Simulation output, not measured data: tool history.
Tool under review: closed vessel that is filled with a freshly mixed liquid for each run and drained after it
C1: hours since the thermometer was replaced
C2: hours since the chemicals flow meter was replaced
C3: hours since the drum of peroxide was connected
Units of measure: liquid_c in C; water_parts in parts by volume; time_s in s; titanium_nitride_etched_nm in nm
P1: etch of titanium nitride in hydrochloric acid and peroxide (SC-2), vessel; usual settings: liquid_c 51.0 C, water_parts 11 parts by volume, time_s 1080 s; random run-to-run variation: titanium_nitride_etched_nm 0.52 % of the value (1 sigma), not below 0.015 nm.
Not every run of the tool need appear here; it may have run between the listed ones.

run 1 hour=11.3 | liquid_c=51.0 water_parts=11 time_s=1080 | C1=479.1 C2=630.1 C3=545.1 | titanium_nitride_etched_nm=20.50100
run 2 hour=22.8 | liquid_c=51.0 water_parts=4 time_s=1080 | C1=490.6 C2=641.6 C3=556.6 | titanium_nitride_etched_nm=44.61900
run 3 hour=34.8 | liquid_c=66.0 water_parts=11 time_s=1080 | C1=502.6 C2=653.6 C3=568.6 | titanium_nitride_etched_nm=53.58300
-- hour=38.9 new drum of peroxide connected
run 4 hour=43.6 | liquid_c=51.0 water_parts=11 time_s=1080 | C1=511.4 C2=662.4 C3=4.7 | titanium_nitride_etched_nm=20.64500
-- hour=53.2 thermometer replaced
run 5 hour=54.8 | liquid_c=51.0 water_parts=11 time_s=1080 | C1=1.6 C2=673.6 C3=15.9 | titanium_nitride_etched_nm=20.79700
run 6 hour=68.0 | liquid_c=51.0 water_parts=11 time_s=1080 | C1=14.8 C2=686.8 C3=29.1 | titanium_nitride_etched_nm=20.91000
run 7 hour=77.5 | liquid_c=51.0 water_parts=11 time_s=30 | C1=24.3 C2=696.3 C3=38.6 | titanium_nitride_etched_nm=0.59702
run 8 hour=90.5 | liquid_c=59.5 water_parts=15 time_s=1080 | C1=37.3 C2=709.3 C3=51.6 | titanium_nitride_etched_nm=27.61400
run 9 hour=100.1 | liquid_c=51.0 water_parts=11 time_s=2150 | C1=46.9 C2=718.9 C3=61.2 | titanium_nitride_etched_nm=41.61700
run 10 hour=107.3 | liquid_c=51.0 water_parts=7 time_s=320 | C1=54.1 C2=726.1 C3=68.4 | titanium_nitride_etched_nm=8.84280
run 11 hour=118.4 | liquid_c=51.0 water_parts=20 time_s=1080 | C1=65.2 C2=737.2 C3=79.5 | titanium_nitride_etched_nm=12.32900
run 12 hour=127.1 | liquid_c=51.0 water_parts=4 time_s=1510 | C1=73.9 C2=745.9 C3=88.2 | titanium_nitride_etched_nm=62.37700
run 13 hour=140.3 | liquid_c=51.0 water_parts=11 time_s=1080 | C1=87.1 C2=759.1 C3=101.4 | titanium_nitride_etched_nm=20.75900
run 14 hour=153.5 | liquid_c=36.5 water_parts=11 time_s=1080 | C1=100.3 C2=772.3 C3=114.6 | titanium_nitride_etched_nm=7.54430
run 15 hour=165.7 | liquid_c=51.0 water_parts=11 time_s=1080 | C1=112.5 C2=784.5 C3=126.8 | titanium_nitride_etched_nm=20.63100
run 16 hour=173.5 | liquid_c=51.0 water_parts=11 time_s=1080 | C1=120.3 C2=792.3 C3=134.6 | titanium_nitride_etched_nm=21.53900
run 17 hour=182.7 | liquid_c=51.0 water_parts=11 time_s=1080 | C1=129.5 C2=801.5 C3=143.8 | titanium_nitride_etched_nm=22.02700
run 18 hour=193.5 | liquid_c=51.0 water_parts=11 time_s=1080 | C1=140.3 C2=812.3 C3=154.6 | titanium_nitride_etched_nm=22.30600
run 19 hour=207.1 | liquid_c=51.0 water_parts=11 time_s=1080 | C1=153.9 C2=825.9 C3=168.2 | titanium_nitride_etched_nm=22.50100
run 20 hour=217.1 | liquid_c=51.0 water_parts=11 time_s=1080 | C1=163.9 C2=835.9 C3=178.2 | titanium_nitride_etched_nm=22.54400
run 21 hour=228.0 | liquid_c=51.0 water_parts=11 time_s=1080 | C1=174.8 C2=846.8 C3=189.1 | titanium_nitride_etched_nm=22.59200
run 22 hour=240.3 | liquid_c=51.0 water_parts=11 time_s=1080 | C1=187.1 C2=859.1 C3=201.4 | titanium_nitride_etched_nm=22.68800

P1 no longer gives what it gave before; its output has crept away from where it was. The following 2 causes, each at its listed size, fit the log equally well:
A: chemicals flow above the setpoint (%) = 11
B: liquid hotter than its thermometer reads (K) = 1.33
Creep in the process output first set in at about hour 165.7.
Ruled out, with reasons:
peroxide weaker than its label (%): at most 8, which would move titanium_nitride_etched_nm by -7.4 %: too little, or the wrong way

Which of the check runs below tells the causes apart, meaning the causes would give it clearly different results? Each run uses 2 wafers whose results are averaged, and each result is shown as a question mark.
run check 1 hour=252.6 | liquid_c=65.5 water_parts=11 time_s=2115 | titanium_nitride_etched_nm=?
run check 2 hour=252.6 | liquid_c=38.5 water_parts=4 time_s=1080 | titanium_nitride_etched_nm=?
run check 3 hour=252.6 | liquid_c=57.5 water_parts=11 time_s=110 | titanium_nitride_etched_nm=?
run check 4 hour=252.6 | liquid_c=51.0 water_parts=19 time_s=1880 | titanium_nitride_etched_nm=?

Expected result of each check under each candidate cause:
check=check_1 result=titanium_nitride_etched_nm if_A=111.40000 if_B=110.61000
check=check_2 result=titanium_nitride_etched_nm if_A=20.36300 if_B=20.91300
check=check_3 result=titanium_nitride_etched_nm if_A=3.52320 if_B=3.51190
check=check_4 result=titanium_nitride_etched_nm if_A=24.59300 if_B=24.44200
Per check, the gap between the least separated pair of causes, taken in the result that splits them most: check 1 0.71 %; check 2 2.67 %; check 3 0.32 %; check 4 0.62 %
Check 2 distinguishes between the causes, while the remaining checks would return nearly the same result for all of them.

The results of check 2 are: titanium_nitride_etched_nm 21.01900 nm. Based on these, which of the listed causes is it?

It is B: liquid hotter than its thermometer reads (K).

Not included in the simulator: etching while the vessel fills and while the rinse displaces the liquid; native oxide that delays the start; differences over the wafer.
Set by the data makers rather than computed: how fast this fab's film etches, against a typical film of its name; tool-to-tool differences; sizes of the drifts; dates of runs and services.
